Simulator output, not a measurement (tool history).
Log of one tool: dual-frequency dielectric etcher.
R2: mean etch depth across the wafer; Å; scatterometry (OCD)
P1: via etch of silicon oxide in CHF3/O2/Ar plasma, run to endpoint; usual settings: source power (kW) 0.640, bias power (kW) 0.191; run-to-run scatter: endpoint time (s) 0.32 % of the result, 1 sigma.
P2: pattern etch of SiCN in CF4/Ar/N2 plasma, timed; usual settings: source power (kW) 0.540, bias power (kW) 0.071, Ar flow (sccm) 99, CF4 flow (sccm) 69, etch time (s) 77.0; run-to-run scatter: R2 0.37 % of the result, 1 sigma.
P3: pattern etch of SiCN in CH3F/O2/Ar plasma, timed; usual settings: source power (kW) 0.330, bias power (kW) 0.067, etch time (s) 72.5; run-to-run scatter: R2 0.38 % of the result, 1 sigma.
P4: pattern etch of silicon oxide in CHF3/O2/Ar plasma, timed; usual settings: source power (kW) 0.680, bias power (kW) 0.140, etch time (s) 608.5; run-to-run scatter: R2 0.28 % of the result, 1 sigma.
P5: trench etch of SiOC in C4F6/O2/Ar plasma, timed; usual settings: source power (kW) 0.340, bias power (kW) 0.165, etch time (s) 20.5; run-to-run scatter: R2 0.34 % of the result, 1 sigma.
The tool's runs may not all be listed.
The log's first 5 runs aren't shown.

{"run": 6, "hour": 45.7, "process that ran": "P1", "source power (kW)": 0.8, "bias power (kW)": 0.191, "endpoint time (s)": 295.6}
{"run": 7, "hour": 51.0, "process that ran": "P4", "source power (kW)": 0.68, "bias power (kW)": 0.14, "etch time (s)": 608.5, "R2": 11538.0}
{"run": 8, "hour": 58.9, "process that ran": "P1", "source power (kW)": 0.43, "bias power (kW)": 0.266, "endpoint time (s)": 333.63}
{"run": 9, "hour": 65.6, "process that ran": "P5", "source power (kW)": 0.34, "bias power (kW)": 0.165, "etch time (s)": 20.5, "R2": 389.67}
{"run": 10, "hour": 75.3, "process that ran": "P1", "source power (kW)": 0.64, "bias power (kW)": 0.27, "endpoint time (s)": 285.84}
{"run": 11, "hour": 82.7, "process that ran": "P2", "source power (kW)": 0.54, "bias power (kW)": 0.044, "Ar flow (sccm)": 99, "CF4 flow (sccm)": 69, "etch time (s)": 77.0, "R2": 663.46}
{"run": 12, "hour": 90.1, "process that ran": "P3", "source power (kW)": 0.25, "bias power (kW)": 0.067, "etch time (s)": 72.5, "R2": 216.78}
{"run": 13, "hour": 98.9, "process that ran": "P3", "source power (kW)": 0.33, "bias power (kW)": 0.067, "etch time (s)": 72.5, "R2": 240.32}
{"run": 14, "hour": 106.7, "process that ran": "P4", "source power (kW)": 0.68, "bias power (kW)": 0.14, "etch time (s)": 817.0, "R2": 15490.0}
{"run": 15, "hour": 116.4, "process that ran": "P5", "source power (kW)": 0.34, "bias power (kW)": 0.165, "etch time (s)": 20.5, "R2": 387.17}
{"run": 16, "hour": 121.3, "process that ran": "P1", "source power (kW)": 0.45, "bias power (kW)": 0.191, "endpoint time (s)": 367.42}
{"run": 17, "hour": 130.5, "process that ran": "P5", "source power (kW)": 0.34, "bias power (kW)": 0.165, "etch time (s)": 13.5, "R2": 255.98}
{"run": 18, "hour": 137.0, "process that ran": "P2", "source power (kW)": 0.54, "bias power (kW)": 0.071, "Ar flow (sccm)": 99, "CF4 flow (sccm)": 69, "etch time (s)": 77.0, "R2": 766.82}
{"run": 19, "hour": 147.4, "process that ran": "P3", "source power (kW)": 0.33, "bias power (kW)": 0.067, "etch time (s)": 48.0, "R2": 159.29}
{"run": 20, "hour": 153.7, "process that ran": "P2", "source power (kW)": 0.54, "bias power (kW)": 0.071, "Ar flow (sccm)": 141, "CF4 flow (sccm)": 69, "etch time (s)": 77.0, "R2": 726.75}
{"run": 21, "hour": 158.7, "process that ran": "P4", "source power (kW)": 0.68, "bias power (kW)": 0.183, "etch time (s)": 608.5, "R2": 12579.0}
{"hour": 163.6, "done": "wet clean of the chamber"}
{"run": 22, "hour": 164.7, "process that ran": "P3", "source power (kW)": 0.33, "bias power (kW)": 0.067, "etch time (s)": 72.5, "R2": 239.24}
{"run": 23, "hour": 173.6, "process that ran": "P1", "source power (kW)": 0.64, "bias power (kW)": 0.15, "endpoint time (s)": 349.03}
{"run": 24, "hour": 182.8, "process that ran": "P1", "source power (kW)": 0.64, "bias power (kW)": 0.191, "endpoint time (s)": 322.43}
{"run": 25, "hour": 188.4, "process that ran": "P1", "source power (kW)": 0.64, "bias power (kW)": 0.191, "endpoint time (s)": 322.75}
{"run": 26, "hour": 195.6, "process that ran": "P2", "source power (kW)": 0.54, "bias power (kW)": 0.071, "Ar flow (sccm)": 99, "CF4 flow (sccm)": 90, "etch time (s)": 77.0, "R2": 801.1}
{"hour": 198.2, "done": "source power generator calibrated"}
{"run": 27, "hour": 200.3, "process that ran": "P2", "source power (kW)": 0.54, "bias power (kW)": 0.071, "Ar flow (sccm)": 99, "CF4 flow (sccm)": 69, "etch time (s)": 93.5, "R2": 936.45}
{"run": 28, "hour": 208.4, "process that ran": "P4", "source power (kW)": 0.87, "bias power (kW)": 0.14, "etch time (s)": 608.5, "R2": 12750.0}
{"run": 29, "hour": 213.4, "process that ran": "P3", "source power (kW)": 0.33, "bias power (kW)": 0.053, "etch time (s)": 72.5, "R2": 222.85}
{"run": 30, "hour": 219.0, "process that ran": "P5", "source power (kW)": 0.34, "bias power (kW)": 0.106, "etch time (s)": 20.5, "R2": 341.47}

Run 31 comes next. What will it give?
{"run": 31, "hour": 229.6, "process that ran": "P1", "source power (kW)": 0.76, "bias power (kW)": 0.261, "endpoint time (s)": "?"}

{"run 31": {"endpoint time (s)": 271.12}}

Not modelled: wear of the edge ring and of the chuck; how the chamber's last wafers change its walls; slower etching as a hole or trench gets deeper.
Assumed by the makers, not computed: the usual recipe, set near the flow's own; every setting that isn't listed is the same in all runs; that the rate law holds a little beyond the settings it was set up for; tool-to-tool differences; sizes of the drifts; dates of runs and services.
